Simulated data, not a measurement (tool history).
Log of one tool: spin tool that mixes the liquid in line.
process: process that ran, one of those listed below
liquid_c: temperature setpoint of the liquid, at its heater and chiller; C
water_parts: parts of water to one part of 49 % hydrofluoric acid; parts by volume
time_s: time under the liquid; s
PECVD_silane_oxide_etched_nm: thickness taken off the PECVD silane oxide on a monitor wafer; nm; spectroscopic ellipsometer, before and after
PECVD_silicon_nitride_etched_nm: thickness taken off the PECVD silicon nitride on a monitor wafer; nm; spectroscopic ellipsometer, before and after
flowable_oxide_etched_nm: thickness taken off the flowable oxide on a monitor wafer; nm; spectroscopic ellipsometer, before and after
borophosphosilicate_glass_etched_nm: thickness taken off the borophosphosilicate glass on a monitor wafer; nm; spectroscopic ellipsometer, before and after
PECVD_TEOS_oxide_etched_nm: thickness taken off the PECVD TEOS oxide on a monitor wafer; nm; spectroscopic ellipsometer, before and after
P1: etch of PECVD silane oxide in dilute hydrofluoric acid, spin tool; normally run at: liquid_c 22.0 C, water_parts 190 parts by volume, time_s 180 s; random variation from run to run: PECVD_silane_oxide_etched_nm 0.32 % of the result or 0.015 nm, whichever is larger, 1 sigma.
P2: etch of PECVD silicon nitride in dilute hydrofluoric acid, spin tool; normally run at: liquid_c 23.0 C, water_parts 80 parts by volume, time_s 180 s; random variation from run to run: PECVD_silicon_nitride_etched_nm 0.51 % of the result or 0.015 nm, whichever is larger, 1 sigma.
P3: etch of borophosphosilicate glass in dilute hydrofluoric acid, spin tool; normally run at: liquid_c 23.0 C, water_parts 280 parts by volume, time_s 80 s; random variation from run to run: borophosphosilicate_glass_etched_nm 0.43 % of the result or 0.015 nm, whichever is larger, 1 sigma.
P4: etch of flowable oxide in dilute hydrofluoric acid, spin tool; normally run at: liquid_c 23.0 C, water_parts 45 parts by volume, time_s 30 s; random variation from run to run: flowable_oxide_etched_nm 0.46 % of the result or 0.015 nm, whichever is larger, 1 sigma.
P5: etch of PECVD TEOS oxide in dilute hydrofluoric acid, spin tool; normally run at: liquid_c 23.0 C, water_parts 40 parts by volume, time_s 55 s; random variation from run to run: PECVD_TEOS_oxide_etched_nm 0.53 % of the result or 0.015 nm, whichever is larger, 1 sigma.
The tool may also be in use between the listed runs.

| run | hour | process | liquid_c | water_parts | time_s | hours since the thermometer was replaced | hours since the hydrofluoric acid flow meter was replaced | PECVD_silane_oxide_etched_nm | PECVD_silicon_nitride_etched_nm | flowable_oxide_etched_nm | borophosphosilicate_glass_etched_nm | PECVD_TEOS_oxide_etched_nm |
|---|---|---|---|---|---|---|---|---|---|---|---|---|
| 1 | 6.0 | P1 | 22.0 | 190 | 180 | 348.9 | 427.6 | 18.3870 |  |  |  |  |
| 2 | 12.2 | P1 | 22.0 | 190 | 180 | 355.1 | 433.8 | 18.3220 |  |  |  |  |
| 3 | 19.4 | P1 | 22.0 | 190 | 90 | 362.3 | 441.0 | 9.1827 |  |  |  |  |
| 4 | 22.8 | P2 | 23.0 | 20 | 180 | 365.7 | 444.4 |  | 42.9500 |  |  |  |
| 5 | 29.7 | P1 | 22.0 | 190 | 180 | 372.6 | 451.3 | 18.2390 |  |  |  |  |
| 6 | 37.1 | P2 | 23.0 | 80 | 180 | 380.0 | 458.7 |  | 11.1410 |  |  |  |
| 7 | 40.8 | P4 | 23.0 | 45 | 30 | 383.7 | 462.4 |  |  | 31.772 |  |  |
| 8 | 46.2 | P1 | 22.0 | 190 | 180 | 389.1 | 467.8 | 18.3100 |  |  |  |  |
| 9 | 50.7 | P3 | 31.5 | 280 | 80 | 393.6 | 472.3 |  |  |  | 13.732 |  |
| 10 | 54.3 | P1 | 17.0 | 190 | 180 | 397.2 | 475.9 | 15.0660 |  |  |  |  |
| 11 | 60.1 | P4 | 23.0 | 75 | 30 | 403.0 | 481.7 |  |  | 18.540 |  |  |
| 12 | 63.8 | P5 | 23.0 | 40 | 110 | 406.7 | 485.4 |  |  |  |  | 39.562 |
| 13 | 70.8 | P5 | 29.0 | 40 | 55 | 413.7 | 492.4 |  |  |  |  | 25.519 |
| 14 | 78.1 | P3 | 23.0 | 50 | 80 | 421.0 | 499.7 |  |  |  | 74.890 |  |
| 15 | 82.8 | P1 | 27.5 | 190 | 180 | 425.7 | 504.4 | 22.3730 |  |  |  |  |
| 16 | 86.7 | P4 | 17.0 | 45 | 30 | 429.6 | 508.3 |  |  | 24.725 |  |  |
| 17 | 92.0 | P1 | 22.0 | 190 | 275 | 434.9 | 513.6 | 27.9890 |  |  |  |  |
| 18 | 97.6 | P3 | 23.0 | 280 | 80 | 440.5 | 519.2 |  |  |  | 10.386 |  |
| 19 | 101.0 | P1 | 22.0 | 190 | 180 | 443.9 | 522.6 | 18.4490 |  |  |  |  |
| 20 | 106.9 | P5 | 23.0 | 40 | 55 | 449.8 | 528.5 |  |  |  |  | 19.870 |
| 21 | 110.5 | P1 | 22.0 | 190 | 180 | 453.4 | 532.1 | 18.2440 |  |  |  |  |
| 22 | 117.5 | P2 | 23.0 | 80 | 90 | 460.4 | 539.1 |  | 5.5242 |  |  |  |
| 23 | 120.9 | P1 | 25.5 | 305 | 180 | 463.8 | 542.5 | 11.5300 |  |  |  |  |
| 24 | 126.9 | P4 | 23.0 | 45 | 15 | 469.8 | 548.5 |  |  | 16.034 |  |  |
| 25 | 130.9 | P2 | 30.0 | 80 | 180 | 473.8 | 552.5 |  | 17.5050 |  |  |  |
| 26 | 138.4 | P2 | 23.0 | 80 | 180 | 481.3 | 560.0 |  | 11.1830 |  |  |  |
| 27 | 143.2 | P3 | 23.0 | 280 | 160 | 486.1 | 564.8 |  |  |  | 20.670 |  |
| 28 | 149.9 | P5 | 23.0 | 20 | 55 | 492.8 | 571.5 |  |  |  |  | 40.845 |
| 29 | 153.3 | P1 | 22.0 | 315 | 315 | 496.2 | 574.9 | 17.0280 |  |  |  |  |
| 30 | 158.9 | P1 | 22.0 | 295 | 180 | 501.8 | 580.5 | 10.6950 |  |  |  |  |
| 31 | 163.4 | P1 | 22.0 | 105 | 180 | 506.3 | 585.0 | 36.2670 |  |  |  |  |
| 32 | 166.8 | P3 | 23.0 | 280 | 80 | 509.7 | 588.4 |  |  |  | 10.422 |  |
| 33 | 170.6 | P1 | 22.0 | 190 | 180 | 513.5 | 592.2 | 18.3780 |  |  |  |  |
| 34 | 174.0 | P1 | 22.0 | 190 | 180 | 516.9 | 595.6 | 17.9510 |  |  |  |  |
| 35 | 178.8 | P1 | 22.0 | 190 | 180 | 521.7 | 600.4 | 17.7360 |  |  |  |  |
| 36 | 186.0 | P1 | 22.0 | 190 | 180 | 528.9 | 607.6 | 17.5420 |  |  |  |  |
| 37 | 190.9 | P1 | 22.0 | 190 | 180 | 533.8 | 612.5 | 17.4360 |  |  |  |  |
| 38 | 198.4 | P1 | 22.0 | 190 | 180 | 541.3 | 620.0 | 17.5200 |  |  |  |  |
| 39 | 204.5 | P1 | 22.0 | 190 | 180 | 547.4 | 626.1 | 17.4220 |  |  |  |  |
| 40 | 210.6 | P1 | 22.0 | 190 | 180 | 553.5 | 632.2 | 17.3290 |  |  |  |  |

What P1 gives has crept away from where it was. These 2 causes fit the log equally well, each at the size given:
A: hydrofluoric acid flow below the setpoint (%) = 4.41
B: liquid colder than its thermometer reads (K) = 1.42
The creep began at about hour 170.6.

4 check runs are offered, one wafer each, their results left as question marks. Which one tells the causes apart?
| check 1 | 216.7 | P4 | 23.0 | 60 | 20 |  |  |  |  | ? |  |  |
| check 2 | 216.7 | P5 | 23.0 | 40 | 105 |  |  |  |  |  |  | ? |
| check 3 | 216.7 | P2 | 23.0 | 45 | 180 |  |  |  | ? |  |  |  |
| check 4 | 216.7 | P3 | 23.0 | 60 | 80 |  |  |  |  |  | ? |  |

What each check would give under each cause:
| check | result | if A | if B |
|---|---|---|---|
| check 1 | flowable_oxide_etched_nm | 14.952 | 14.801 |
| check 2 | PECVD_TEOS_oxide_etched_nm | 36.240 | 35.806 |
| check 3 | PECVD_silicon_nitride_etched_nm | 18.7810 | 17.8090 |
| check 4 | borophosphosilicate_glass_etched_nm | 58.644 | 58.053 |
How far apart the two closest causes lie, in the result that separates them most: check 1 1.01 %; check 2 1.21 %; check 3 5.31 %; check 4 1.01 %
Only check 3 tells the causes apart: in the others they would give nearly the same result.

Check 3 was then run and gave: PECVD_silicon_nitride_etched_nm 17.7830 nm. Which cause is it?

It is B: liquid colder than its thermometer reads (K).

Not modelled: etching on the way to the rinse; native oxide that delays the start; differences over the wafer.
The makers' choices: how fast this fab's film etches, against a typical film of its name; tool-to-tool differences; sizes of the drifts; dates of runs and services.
